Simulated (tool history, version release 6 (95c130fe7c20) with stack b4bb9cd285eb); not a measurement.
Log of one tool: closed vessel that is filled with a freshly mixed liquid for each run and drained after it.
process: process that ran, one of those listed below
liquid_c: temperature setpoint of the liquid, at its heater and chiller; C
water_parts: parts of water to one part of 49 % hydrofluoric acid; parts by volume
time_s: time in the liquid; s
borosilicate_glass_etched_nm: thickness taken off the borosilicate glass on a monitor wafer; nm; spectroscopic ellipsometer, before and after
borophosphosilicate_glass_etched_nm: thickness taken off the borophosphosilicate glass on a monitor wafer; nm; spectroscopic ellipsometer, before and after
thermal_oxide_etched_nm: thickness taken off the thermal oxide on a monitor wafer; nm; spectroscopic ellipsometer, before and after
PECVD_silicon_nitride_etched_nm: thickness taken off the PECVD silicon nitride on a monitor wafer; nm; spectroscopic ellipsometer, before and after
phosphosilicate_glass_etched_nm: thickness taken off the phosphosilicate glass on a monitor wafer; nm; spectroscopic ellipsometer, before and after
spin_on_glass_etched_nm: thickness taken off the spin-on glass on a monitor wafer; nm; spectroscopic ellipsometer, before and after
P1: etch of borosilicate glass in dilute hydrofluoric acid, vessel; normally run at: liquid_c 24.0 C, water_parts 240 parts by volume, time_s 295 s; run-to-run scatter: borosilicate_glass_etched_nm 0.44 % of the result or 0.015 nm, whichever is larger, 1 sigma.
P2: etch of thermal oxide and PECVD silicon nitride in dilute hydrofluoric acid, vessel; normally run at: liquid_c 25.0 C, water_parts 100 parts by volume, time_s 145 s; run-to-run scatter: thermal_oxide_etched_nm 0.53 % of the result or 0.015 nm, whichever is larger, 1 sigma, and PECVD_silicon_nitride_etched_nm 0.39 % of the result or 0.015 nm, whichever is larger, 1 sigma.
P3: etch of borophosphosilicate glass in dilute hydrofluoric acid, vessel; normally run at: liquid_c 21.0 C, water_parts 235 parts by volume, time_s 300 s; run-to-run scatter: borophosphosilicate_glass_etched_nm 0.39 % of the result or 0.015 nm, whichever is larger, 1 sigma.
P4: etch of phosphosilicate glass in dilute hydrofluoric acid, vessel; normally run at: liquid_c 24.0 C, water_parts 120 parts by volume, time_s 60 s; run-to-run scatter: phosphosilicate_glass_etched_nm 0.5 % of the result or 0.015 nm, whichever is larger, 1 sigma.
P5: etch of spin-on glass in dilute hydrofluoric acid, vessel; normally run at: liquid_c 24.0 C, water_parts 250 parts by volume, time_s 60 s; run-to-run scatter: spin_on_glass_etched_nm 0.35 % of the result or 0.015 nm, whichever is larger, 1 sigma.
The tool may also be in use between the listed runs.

run	hour	process	liquid_c	water_parts	time_s	borosilicate_glass_etched_nm	borophosphosilicate_glass_etched_nm	thermal_oxide_etched_nm	PECVD_silicon_nitride_etched_nm	phosphosilicate_glass_etched_nm	spin_on_glass_etched_nm
1	3.3	P1	24.0	240	295	28.446					
2	9.0	P3	21.0	400	300		25.664				
3	13.4	P2	18.5	100	145			5.9444	5.6971		
4	18.2	P1	24.0	240	295	28.320					
5	23.9	P2	25.0	100	215			11.4940	13.1580		
# hour 25.5: hydrofluoric acid flow meter replaced
6	28.6	P2	25.0	100	145			7.7916	8.9033		
7	35.0	P3	21.0	235	495		83.585				
8	41.2	P4	24.0	40	60					266.720	
9	45.5	P3	21.0	235	300		50.705				
10	51.2	P1	17.5	240	530	40.308					
11	55.3	P2	25.0	100	145			7.7050	8.8034		
12	58.9	P1	24.0	240	135	12.901					
13	62.4	P4	24.0	120	30					40.215	
14	65.3	P4	30.5	120	60					102.220	
15	71.3	P1	31.5	155	295	63.159					
16	75.6	P5	24.0	370	60						4.4792
17	79.7	P1	24.0	240	295	28.331					
18	85.0	P3	21.0	235	300		51.102				
19	87.8	P4	24.0	120	60					80.357	
20	92.2	P5	24.0	250	30						3.7237
21	98.3	P1	24.0	240	495	47.483					
22	103.8	P5	28.5	250	60						8.7567
23	110.0	P2	25.0	170	145			4.1733	5.2312		
24	113.8	P1	17.0	240	295	21.864					
25	117.3	P1	24.0	415	295	13.836					
26	123.7	P1	24.0	95	295	84.774					
27	128.1	P1	29.5	240	295	34.374					
28	133.5	P1	24.0	240	295	28.562					
29	139.6	P3	17.0	235	300		43.762				
30	142.8	P1	18.5	360	295	13.956					
31	146.7	P1	24.0	240	295	28.163					
32	151.6	P5	24.0	250	60						7.5632
33	154.7	P1	24.0	240	295	28.221					
34	158.1	P1	24.0	240	295	27.905					
35	162.4	P1	24.0	240	295	27.168					
36	165.3	P1	24.0	240	295	27.230					
37	171.2	P1	24.0	240	295	26.906					
38	174.3	P1	24.0	240	295	26.923					
39	180.4	P1	24.0	240	295	26.785					
40	186.2	P1	24.0	240	295	26.914					
41	190.2	P1	24.0	240	295	26.654					
42	193.8	P1	24.0	240	295	26.581					

What P1 gives has crept away from where it was. These 2 causes fit the log equally well, each at the size given:
A: hydrofluoric acid flow below the setpoint (%) = 4.88
B: liquid colder than its thermometer reads (K) = 1.73
The creep began at about hour 154.7.

4 check runs are offered, one wafer each, their results left as question marks. Which one tells the causes apart?
check 1	197.4	P4	24.0	120	60					?	
check 2	197.4	P3	21.0	235	300		?				
check 3	197.4	P2	25.0	100	145			?	?		
check 4	197.4	P5	24.0	250	60						?

What each check would give under each cause:
check	result	if A	if B
check 1	phosphosilicate_glass_etched_nm	75.730	74.921
check 2	borophosphosilicate_glass_etched_nm	47.746	47.569
check 3	thermal_oxide_etched_nm	7.3225	7.2352
check 3	PECVD_silicon_nitride_etched_nm	8.4411	7.9151
check 4	spin_on_glass_etched_nm	7.0335	7.0369
How far apart the two closest causes lie, in the result that separates them most: check 1 1.07 %; check 2 0.37 %; check 3 6.43 %; check 4 0.05 %
Check 3 tells the causes apart: in the others they would give nearly the same result.

Check 3 was then run and gave: thermal_oxide_etched_nm 7.4049 nm; PECVD_silicon_nitride_etched_nm 8.3730 nm. Which cause is it?

It is A: hydrofluoric acid flow below the setpoint (%).
